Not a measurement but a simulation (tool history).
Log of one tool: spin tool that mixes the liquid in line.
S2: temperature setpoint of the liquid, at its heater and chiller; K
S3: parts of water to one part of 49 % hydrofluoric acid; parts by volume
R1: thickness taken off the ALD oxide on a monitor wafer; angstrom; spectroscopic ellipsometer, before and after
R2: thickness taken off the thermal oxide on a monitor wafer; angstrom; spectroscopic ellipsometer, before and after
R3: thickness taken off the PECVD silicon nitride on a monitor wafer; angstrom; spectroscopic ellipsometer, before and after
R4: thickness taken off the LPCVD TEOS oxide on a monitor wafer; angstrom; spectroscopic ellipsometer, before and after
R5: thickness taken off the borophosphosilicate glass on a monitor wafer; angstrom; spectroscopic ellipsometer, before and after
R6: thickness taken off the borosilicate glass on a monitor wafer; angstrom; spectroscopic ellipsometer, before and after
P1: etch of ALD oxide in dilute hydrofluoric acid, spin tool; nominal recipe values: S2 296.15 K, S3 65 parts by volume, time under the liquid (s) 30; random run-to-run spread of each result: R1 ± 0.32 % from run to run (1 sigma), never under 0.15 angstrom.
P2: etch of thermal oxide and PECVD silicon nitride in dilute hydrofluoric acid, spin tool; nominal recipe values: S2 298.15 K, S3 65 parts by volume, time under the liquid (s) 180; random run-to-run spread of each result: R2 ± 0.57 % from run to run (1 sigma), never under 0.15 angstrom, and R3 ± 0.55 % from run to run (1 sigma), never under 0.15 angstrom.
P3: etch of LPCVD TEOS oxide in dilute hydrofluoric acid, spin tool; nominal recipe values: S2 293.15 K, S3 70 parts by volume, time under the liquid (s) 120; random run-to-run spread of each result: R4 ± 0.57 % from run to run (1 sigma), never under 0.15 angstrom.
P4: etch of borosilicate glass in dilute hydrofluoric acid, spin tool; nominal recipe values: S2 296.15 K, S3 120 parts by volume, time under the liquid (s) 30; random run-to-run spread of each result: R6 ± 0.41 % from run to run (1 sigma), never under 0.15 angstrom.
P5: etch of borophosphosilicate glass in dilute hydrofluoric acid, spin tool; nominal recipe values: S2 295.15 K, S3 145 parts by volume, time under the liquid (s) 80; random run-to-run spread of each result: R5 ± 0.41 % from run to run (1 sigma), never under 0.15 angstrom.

run 1 hour=4.5 | process_that_ran=P1 S2=296.15 S3=65 time_under_the_liquid_(s)=30 | R1=104.48
run 2 hour=8.9 | process_that_ran=P1 S2=296.15 S3=65 time_under_the_liquid_(s)=30 | R1=104.49
run 3 hour=14.2 | process_that_ran=P2 S2=302.15 S3=65 time_under_the_liquid_(s)=180 | R2=160.11 R3=65.428
run 4 hour=18.1 | process_that_ran=P1 S2=290.15 S3=65 time_under_the_liquid_(s)=30 | R1=81.575
run 5 hour=23 | process_that_ran=P1 S2=296.15 S3=65 time_under_the_liquid_(s)=30 | R1=104.19
run 6 hour=29.8 | process_that_ran=P3 S2=290.15 S3=70 time_under_the_liquid_(s)=120 | R4=248.85
run 7 hour=34.7 | process_that_ran=P1 S2=296.15 S3=65 time_under_the_liquid_(s)=30 | R1=104.62
run 8 hour=41.4 | process_that_ran=P2 S2=298.15 S3=65 time_under_the_liquid_(s)=180 | R2=136.7 R3=50.751
run 9 hour=47 | process_that_ran=P5 S2=291.15 S3=145 time_under_the_liquid_(s)=80 | R5=159.55
run 10 hour=54.2 | process_that_ran=P2 S2=298.15 S3=65 time_under_the_liquid_(s)=180 | R2=137.54 R3=50.016
run 11 hour=58.2 | process_that_ran=P1 S2=296.15 S3=90 time_under_the_liquid_(s)=30 | R1=73.444
run 12 hour=64.5 | process_that_ran=P1 S2=296.15 S3=65 time_under_the_liquid_(s)=30 | R1=103.56
run 13 hour=70.5 | process_that_ran=P4 S2=296.15 S3=120 time_under_the_liquid_(s)=15 | R6=37.404
run 14 hour=74.4 | process_that_ran=P4 S2=296.15 S3=120 time_under_the_liquid_(s)=30 | R6=75.09
run 15 hour=81 | process_that_ran=P5 S2=295.15 S3=145 time_under_the_liquid_(s)=80 | R5=187.7
run 16 hour=88.8 | process_that_ran=P2 S2=298.15 S3=100 time_under_the_liquid_(s)=180 | R2=85.678 R3=32.599
run 17 hour=93.8 | process_that_ran=P5 S2=295.15 S3=145 time_under_the_liquid_(s)=115 | R5=268.82
run 18 hour=98.4 | process_that_ran=P3 S2=293.15 S3=70 time_under_the_liquid_(s)=120 | R4=279.54
run 19 hour=103.8 | process_that_ran=P2 S2=298.15 S3=65 time_under_the_liquid_(s)=340 | R2=260.4 R3=95.964
run 20 hour=111.6 | process_that_ran=P4 S2=290.15 S3=120 time_under_the_liquid_(s)=30 | R6=58.751
run 21 hour=116.5 | process_that_ran=P1 S2=296.15 S3=65 time_under_the_liquid_(s)=15 | R1=52.136
run 22 hour=124.1 | process_that_ran=P5 S2=295.15 S3=250 time_under_the_liquid_(s)=80 | R5=97.478
run 23 hour=128.2 | process_that_ran=P4 S2=296.15 S3=170 time_under_the_liquid_(s)=30 | R6=49.885
run 24 hour=133.7 | process_that_ran=P3 S2=293.15 S3=25 time_under_the_liquid_(s)=120 | R4=828.41
run 25 hour=140.2 | process_that_ran=P1 S2=296.15 S3=30 time_under_the_liquid_(s)=50 | R1=393.81
run 26 hour=144 | process_that_ran=P1 S2=296.15 S3=20 time_under_the_liquid_(s)=30 | R1=359.37
run 27 hour=147.8 | process_that_ran=P5 S2=295.15 S3=145 time_under_the_liquid_(s)=80 | R5=187.26
run 28 hour=155.4 | process_that_ran=P3 S2=293.15 S3=70 time_under_the_liquid_(s)=205 | R4=476.18
run 29 hour=159.3 | process_that_ran=P1 S2=301.65 S3=65 time_under_the_liquid_(s)=30 | R1=129.81
run 30 hour=165.6 | process_that_ran=P1 S2=296.15 S3=65 time_under_the_liquid_(s)=55 | R1=191.67
run 31 hour=173.7 | process_that_ran=P1 S2=296.15 S3=65 time_under_the_liquid_(s)=30 | R1=104.88
run 32 hour=180.1 | process_that_ran=P1 S2=296.15 S3=65 time_under_the_liquid_(s)=30 | R1=107.84
run 33 hour=185.1 | process_that_ran=P1 S2=296.15 S3=65 time_under_the_liquid_(s)=30 | R1=110.11
run 34 hour=191.2 | process_that_ran=P1 S2=296.15 S3=65 time_under_the_liquid_(s)=30 | R1=111.48
run 35 hour=199.3 | process_that_ran=P1 S2=296.15 S3=65 time_under_the_liquid_(s)=30 | R1=111.57
run 36 hour=205.6 | process_that_ran=P1 S2=296.15 S3=65 time_under_the_liquid_(s)=30 | R1=113.13
run 37 hour=209.5 | process_that_ran=P1 S2=296.15 S3=65 time_under_the_liquid_(s)=30 | R1=112.99
run 38 hour=216.3 | process_that_ran=P1 S2=296.15 S3=65 time_under_the_liquid_(s)=30 | R1=113.29
run 39 hour=220.2 | process_that_ran=P1 S2=296.15 S3=65 time_under_the_liquid_(s)=30 | R1=113.66
run 40 hour=226.5 | process_that_ran=P1 S2=296.15 S3=65 time_under_the_liquid_(s)=30 | R1=113.65

The log shows P1 creeping away from where it was. Any of the 2 causes listed here, at the size stated for it, fits the log just as well as the others:
A: hydrofluoric acid flow above the setpoint (%) = 8.07
B: liquid hotter than its thermometer reads (K) = 2.06
At approximately hour 173.7, the process output began to creep.

Below are 4 check runs, each on a single wafer, with their results shown as question marks. Which of them would tell the listed causes apart, meaning the causes would give clearly different results under it?
run check 1 hour=232.8 | process_that_ran=P3 S2=293.15 S3=70 time_under_the_liquid_(s)=120 | R4=?
run check 2 hour=232.8 | process_that_ran=P5 S2=295.15 S3=145 time_under_the_liquid_(s)=80 | R5=?
run check 3 hour=232.8 | process_that_ran=P2 S2=298.15 S3=65 time_under_the_liquid_(s)=180 | R2=? R3=?
run check 4 hour=232.8 | process_that_ran=P4 S2=296.15 S3=120 time_under_the_liquid_(s)=30 | R6=?

Expected result of each check under each candidate cause:
check=check_1 result=R4 if_A=305.44 if_B=305.98
check=check_2 result=R5 if_A=204.98 if_B=202.98
check=check_3 result=R2 if_A=149.21 if_B=148.97
check=check_3 result=R3 if_A=54.411 if_B=57.746
check=check_4 result=R6 if_A=81.82 if_B=81.193
Per-check spread between the two closest causes, in the result where they differ most: check 1 0.18 %; check 2 0.98 %; check 3 5.95 %; check 4 0.77 %
Only check 3 tells the causes apart: in the others they would give nearly the same result.

Check 3 was then run and gave: R2 148.37 angstrom; R3 54.392 angstrom. Which cause is it?

The cause is A: hydrofluoric acid flow above the setpoint (%).
